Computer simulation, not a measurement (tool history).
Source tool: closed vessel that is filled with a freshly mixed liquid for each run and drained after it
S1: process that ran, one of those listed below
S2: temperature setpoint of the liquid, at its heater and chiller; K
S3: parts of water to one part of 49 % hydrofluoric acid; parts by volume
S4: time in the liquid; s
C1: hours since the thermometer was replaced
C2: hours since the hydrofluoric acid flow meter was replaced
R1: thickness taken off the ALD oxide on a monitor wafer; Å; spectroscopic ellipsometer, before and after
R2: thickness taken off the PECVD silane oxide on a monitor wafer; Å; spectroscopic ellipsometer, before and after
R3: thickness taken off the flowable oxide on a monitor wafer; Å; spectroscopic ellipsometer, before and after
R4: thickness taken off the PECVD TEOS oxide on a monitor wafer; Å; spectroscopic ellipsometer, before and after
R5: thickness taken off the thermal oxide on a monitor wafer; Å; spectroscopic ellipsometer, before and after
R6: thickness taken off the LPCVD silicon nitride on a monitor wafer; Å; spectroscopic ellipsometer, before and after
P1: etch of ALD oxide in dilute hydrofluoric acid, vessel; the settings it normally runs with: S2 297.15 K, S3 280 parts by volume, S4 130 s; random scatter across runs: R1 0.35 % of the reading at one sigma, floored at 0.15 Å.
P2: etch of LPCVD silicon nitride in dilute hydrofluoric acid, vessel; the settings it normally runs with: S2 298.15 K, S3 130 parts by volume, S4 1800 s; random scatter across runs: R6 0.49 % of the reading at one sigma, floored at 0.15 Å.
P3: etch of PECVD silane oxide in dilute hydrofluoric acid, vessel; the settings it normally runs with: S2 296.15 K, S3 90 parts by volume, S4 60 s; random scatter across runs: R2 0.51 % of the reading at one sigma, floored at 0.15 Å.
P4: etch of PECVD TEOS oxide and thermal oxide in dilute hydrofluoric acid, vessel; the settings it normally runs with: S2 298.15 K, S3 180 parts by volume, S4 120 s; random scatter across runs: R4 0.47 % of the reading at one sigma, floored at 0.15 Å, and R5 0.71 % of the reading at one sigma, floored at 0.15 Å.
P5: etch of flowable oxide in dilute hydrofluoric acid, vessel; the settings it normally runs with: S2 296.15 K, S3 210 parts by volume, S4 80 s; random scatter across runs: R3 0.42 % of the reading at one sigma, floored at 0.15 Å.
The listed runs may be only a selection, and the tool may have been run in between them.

Run 1, hour 4.8: S1 P1, S2 297.15 K, S3 280 parts by volume, S4 130 s; C1 864.1; C2 887.6. Result: R1 63.151 Å.
Run 2, hour 10.8: S1 P3, S2 296.15 K, S3 90 parts by volume, S4 60 s; C1 870.1; C2 893.6. Result: R2 320.76 Å.
Run 3, hour 17.4: S1 P1, S2 301.65 K, S3 280 parts by volume, S4 190 s; C1 876.7; C2 900.2. Result: R1 108.18 Å.
Run 4, hour 23.7: S1 P1, S2 303.15 K, S3 280 parts by volume, S4 130 s; C1 883; C2 906.5. Result: R1 77.66 Å.
Run 5, hour 31.6: S1 P5, S2 296.15 K, S3 210 parts by volume, S4 155 s; C1 890.9; C2 914.4. Result: R3 164.34 Å.
Run 6, hour 38.4: S1 P4, S2 298.15 K, S3 180 parts by volume, S4 120 s; C1 897.7; C2 921.2. Result: R4 61.771 Å, R5 29.384 Å.
Run 7, hour 45.4: S1 P2, S2 298.15 K, S3 25 parts by volume, S4 1800 s; C1 904.7; C2 928.2. Result: R6 463.49 Å.
Run 8, hour 51.7: S1 P3, S2 296.15 K, S3 90 parts by volume, S4 105 s; C1 911; C2 934.5. Result: R2 562.82 Å.
Run 9, hour 56: S1 P5, S2 296.15 K, S3 325 parts by volume, S4 80 s; C1 915.3; C2 938.8. Result: R3 49.253 Å.
Run 10, hour 60.8: S1 P1, S2 303.65 K, S3 280 parts by volume, S4 230 s; C1 920.1; C2 943.6. Result: R1 140.02 Å.
Run 11, hour 68.2: S1 P1, S2 297.15 K, S3 405 parts by volume, S4 130 s; C1 927.5; C2 951. Result: R1 38.83 Å.
Run 12, hour 73.1: S1 P2, S2 290.15 K, S3 130 parts by volume, S4 1800 s; C1 932.4; C2 955.9. Result: R6 53.526 Å.
Run 13, hour 78.9: S1 P1, S2 297.15 K, S3 280 parts by volume, S4 130 s; C1 938.2; C2 961.7. Result: R1 63.374 Å.
Run 14, hour 84.6: S1 P1, S2 297.15 K, S3 280 parts by volume, S4 30 s; C1 943.9; C2 967.4. Result: R1 14.361 Å.
Run 15, hour 89.4: S1 P5, S2 304.15 K, S3 210 parts by volume, S4 80 s; C1 948.7; C2 972.2. Result: R3 112.9 Å.
Run 16, hour 95.2: S1 P3, S2 296.15 K, S3 90 parts by volume, S4 60 s; C1 954.5; C2 978. Result: R2 319.43 Å.
Run 17, hour 102.3: S1 P5, S2 296.15 K, S3 210 parts by volume, S4 80 s; C1 961.6; C2 985.1. Result: R3 85.708 Å.
Run 18, hour 107.4: S1 P1, S2 297.15 K, S3 65 parts by volume, S4 130 s; C1 966.7; C2 990.2. Result: R1 350.87 Å.
Run 19, hour 111.3: S1 P1, S2 290.15 K, S3 280 parts by volume, S4 130 s; C1 970.6; C2 994.1. Result: R1 49.014 Å.
Run 20, hour 115: S1 P4, S2 298.15 K, S3 95 parts by volume, S4 120 s; C1 974.3; C2 997.8. Result: R4 130.47 Å, R5 61.819 Å.
Run 21, hour 119.2: S1 P2, S2 298.15 K, S3 130 parts by volume, S4 1800 s; C1 978.5; C2 1002. Result: R6 91.521 Å.
Run 22, hour 126: S1 P1, S2 297.15 K, S3 280 parts by volume, S4 130 s; C1 985.3; C2 1008.8. Result: R1 63.747 Å.
Run 23, hour 132.1: S1 P3, S2 296.15 K, S3 165 parts by volume, S4 60 s; C1 991.4; C2 1014.9. Result: R2 160.78 Å.
Run 24, hour 138.8: S1 P1, S2 297.15 K, S3 280 parts by volume, S4 130 s; C1 998.1; C2 1021.6. Result: R1 63.301 Å.

Run 25, settings as shown, results not yet in. Your forecast:
Run 25, hour 143.3: S1 P5, S2 296.15 K, S3 210 parts by volume, S4 80 s; C1 1002.6; C2 1026.1. Result: R3 ?.

R3: 85.855 Å
